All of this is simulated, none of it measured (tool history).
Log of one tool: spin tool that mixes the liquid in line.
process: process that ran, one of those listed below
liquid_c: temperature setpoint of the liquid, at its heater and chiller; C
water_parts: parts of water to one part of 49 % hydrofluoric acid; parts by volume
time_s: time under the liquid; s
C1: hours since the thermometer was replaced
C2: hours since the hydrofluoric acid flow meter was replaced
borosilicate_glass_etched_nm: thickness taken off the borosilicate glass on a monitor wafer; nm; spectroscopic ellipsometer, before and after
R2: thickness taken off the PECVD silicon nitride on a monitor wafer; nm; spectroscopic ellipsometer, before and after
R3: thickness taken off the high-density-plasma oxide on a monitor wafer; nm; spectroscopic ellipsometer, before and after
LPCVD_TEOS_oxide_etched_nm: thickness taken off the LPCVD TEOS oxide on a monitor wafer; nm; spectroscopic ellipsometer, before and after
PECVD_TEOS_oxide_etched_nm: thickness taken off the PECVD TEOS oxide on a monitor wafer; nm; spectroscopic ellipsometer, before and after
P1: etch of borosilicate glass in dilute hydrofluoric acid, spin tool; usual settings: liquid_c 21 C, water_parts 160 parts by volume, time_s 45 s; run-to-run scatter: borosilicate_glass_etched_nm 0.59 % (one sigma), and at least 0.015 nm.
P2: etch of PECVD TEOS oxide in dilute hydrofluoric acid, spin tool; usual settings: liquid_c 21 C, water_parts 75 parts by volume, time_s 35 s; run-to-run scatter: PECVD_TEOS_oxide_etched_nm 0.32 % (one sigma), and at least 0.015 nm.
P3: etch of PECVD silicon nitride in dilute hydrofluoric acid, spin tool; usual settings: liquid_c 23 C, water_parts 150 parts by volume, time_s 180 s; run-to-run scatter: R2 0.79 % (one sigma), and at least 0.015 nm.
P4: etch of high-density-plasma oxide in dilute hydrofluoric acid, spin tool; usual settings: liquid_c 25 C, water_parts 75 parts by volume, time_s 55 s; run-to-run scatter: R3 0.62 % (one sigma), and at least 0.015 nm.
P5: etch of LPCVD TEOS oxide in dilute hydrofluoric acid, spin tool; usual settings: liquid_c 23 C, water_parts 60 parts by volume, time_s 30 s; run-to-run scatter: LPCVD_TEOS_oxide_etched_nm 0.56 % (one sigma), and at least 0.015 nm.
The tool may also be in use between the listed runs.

Run 1, hour 13.7: process P1, liquid_c 21 C, water_parts 160 parts by volume, time_s 45 s; C1 1170.7; C2 799. Result: borosilicate_glass_etched_nm 5.0095 nm.
Run 2, hour 21.5: process P3, liquid_c 23 C, water_parts 35 parts by volume, time_s 180 s; C1 1178.5; C2 806.8. Result: R2 12.907 nm.
Run 3, hour 32.4: process P4, liquid_c 25 C, water_parts 30 parts by volume, time_s 55 s; C1 1189.4; C2 817.7. Result: R3 12.323 nm.
Run 4, hour 47.6: process P5, liquid_c 23 C, water_parts 60 parts by volume, time_s 30 s; C1 1204.6; C2 832.9. Result: LPCVD_TEOS_oxide_etched_nm 25.158 nm.
Run 5, hour 60.6: process P1, liquid_c 21 C, water_parts 160 parts by volume, time_s 45 s; C1 1217.6; C2 845.9. Result: borosilicate_glass_etched_nm 4.9965 nm.
Run 6, hour 74.7: process P2, liquid_c 21 C, water_parts 75 parts by volume, time_s 35 s; C1 1231.7; C2 860. Result: PECVD_TEOS_oxide_etched_nm 7.345 nm.
Run 7, hour 85.5: process P1, liquid_c 21 C, water_parts 160 parts by volume, time_s 75 s; C1 1242.5; C2 870.8. Result: borosilicate_glass_etched_nm 8.3194 nm.
Run 8, hour 100.5: process P2, liquid_c 21 C, water_parts 75 parts by volume, time_s 65 s; C1 1257.5; C2 885.8. Result: PECVD_TEOS_oxide_etched_nm 13.687 nm.
Run 9, hour 116.7: process P1, liquid_c 17 C, water_parts 160 parts by volume, time_s 45 s; C1 1273.7; C2 902. Result: borosilicate_glass_etched_nm 4.2293 nm.
Run 10, hour 126.9: process P1, liquid_c 21 C, water_parts 160 parts by volume, time_s 45 s; C1 1283.9; C2 912.2. Result: borosilicate_glass_etched_nm 5.0089 nm.
Run 11, hour 142: process P5, liquid_c 23 C, water_parts 80 parts by volume, time_s 30 s; C1 1299; C2 927.3. Result: LPCVD_TEOS_oxide_etched_nm 18.249 nm.
Run 12, hour 151.8: process P3, liquid_c 23 C, water_parts 150 parts by volume, time_s 325 s; C1 1308.8; C2 937.1. Result: R2 5.5283 nm.
Run 13, hour 161.5: process P1, liquid_c 21 C, water_parts 255 parts by volume, time_s 20 s; C1 1318.5; C2 946.8. Result: borosilicate_glass_etched_nm 1.2771 nm.
Run 14, hour 169.7: process P5, liquid_c 18 C, water_parts 60 parts by volume, time_s 30 s; C1 1326.7; C2 955. Result: LPCVD_TEOS_oxide_etched_nm 20.462 nm.
Run 15, hour 179.7: process P1, liquid_c 21 C, water_parts 25 parts by volume, time_s 45 s; C1 1336.7; C2 965. Result: borosilicate_glass_etched_nm 37.123 nm.
Run 16, hour 189.1: process P5, liquid_c 23 C, water_parts 60 parts by volume, time_s 60 s; C1 1346.1; C2 974.4. Result: LPCVD_TEOS_oxide_etched_nm 50.262 nm.
Run 17, hour 197.6: process P5, liquid_c 23 C, water_parts 60 parts by volume, time_s 30 s; C1 1354.6; C2 982.9. Result: LPCVD_TEOS_oxide_etched_nm 25.28 nm.
Run 18, hour 211.1: process P3, liquid_c 23 C, water_parts 150 parts by volume, time_s 180 s; C1 1368.1; C2 996.4. Result: R2 3.0943 nm.
Run 19, hour 223: process P1, liquid_c 21 C, water_parts 160 parts by volume, time_s 45 s; C1 1380; C2 1008.3. Result: borosilicate_glass_etched_nm 4.9694 nm.
Run 20, hour 233.9: process P1, liquid_c 25.5 C, water_parts 160 parts by volume, time_s 45 s; C1 1390.9; C2 1019.2. Result: borosilicate_glass_etched_nm 5.9689 nm.
Run 21, hour 247.1: process P1, liquid_c 21 C, water_parts 265 parts by volume, time_s 45 s; C1 1404.1; C2 1032.4. Result: borosilicate_glass_etched_nm 2.6949 nm.
Run 22, hour 260.6: process P3, liquid_c 23 C, water_parts 150 parts by volume, time_s 180 s; C1 1417.6; C2 1045.9. Result: R2 3.0372 nm.
Run 23, hour 271.6: process P1, liquid_c 21 C, water_parts 160 parts by volume, time_s 15 s; C1 1428.6; C2 1056.9. Result: borosilicate_glass_etched_nm 1.6809 nm.
Run 24, hour 283.9: process P4, liquid_c 25 C, water_parts 75 parts by volume, time_s 55 s; C1 1440.9; C2 1069.2. Result: R3 4.6351 nm.
Run 25, hour 296: process P4, liquid_c 33 C, water_parts 75 parts by volume, time_s 55 s; C1 1453; C2 1081.3. Result: R3 6.2156 nm.
Run 26, hour 312.1: process P3, liquid_c 30.5 C, water_parts 150 parts by volume, time_s 180 s; C1 1469.1; C2 1097.4. Result: R2 4.8306 nm.
Run 27, hour 328.3: process P4, liquid_c 25 C, water_parts 75 parts by volume, time_s 25 s; C1 1485.3; C2 1113.6. Result: R3 2.0925 nm.
Run 28, hour 344.8: process P2, liquid_c 17 C, water_parts 75 parts by volume, time_s 35 s; C1 1501.8; C2 1130.1. Result: PECVD_TEOS_oxide_etched_nm 6.1917 nm.
Run 29, hour 359.9: process P2, liquid_c 21 C, water_parts 130 parts by volume, time_s 35 s; C1 1516.9; C2 1145.2. Result: PECVD_TEOS_oxide_etched_nm 3.9351 nm.
Run 30, hour 376.2: process P2, liquid_c 21 C, water_parts 75 parts by volume, time_s 35 s; C1 1533.2; C2 1161.5. Result: PECVD_TEOS_oxide_etched_nm 7.2908 nm.
Run 31, hour 391.2: process P1, liquid_c 21 C, water_parts 160 parts by volume, time_s 45 s; C1 1548.2; C2 1176.5. Result: borosilicate_glass_etched_nm 4.9675 nm.
Run 32, hour 400.6: process P1, liquid_c 21 C, water_parts 160 parts by volume, time_s 45 s; C1 1557.6; C2 1185.9. Result: borosilicate_glass_etched_nm 5.1358 nm.
Run 33, hour 416.4: process P1, liquid_c 21 C, water_parts 160 parts by volume, time_s 45 s; C1 1573.4; C2 1201.7. Result: borosilicate_glass_etched_nm 5.1916 nm.
Run 34, hour 427: process P1, liquid_c 21 C, water_parts 160 parts by volume, time_s 45 s; C1 1584; C2 1212.3. Result: borosilicate_glass_etched_nm 5.2933 nm.

Run 35 comes next. What will it give?
Run 35, hour 435.4: process P1, liquid_c 21 C, water_parts 160 parts by volume, time_s 45 s; C1 1592.4; C2 1220.7. Result: borosilicate_glass_etched_nm ?.

{"run 35": {"borosilicate_glass_etched_nm": 5.2999}}
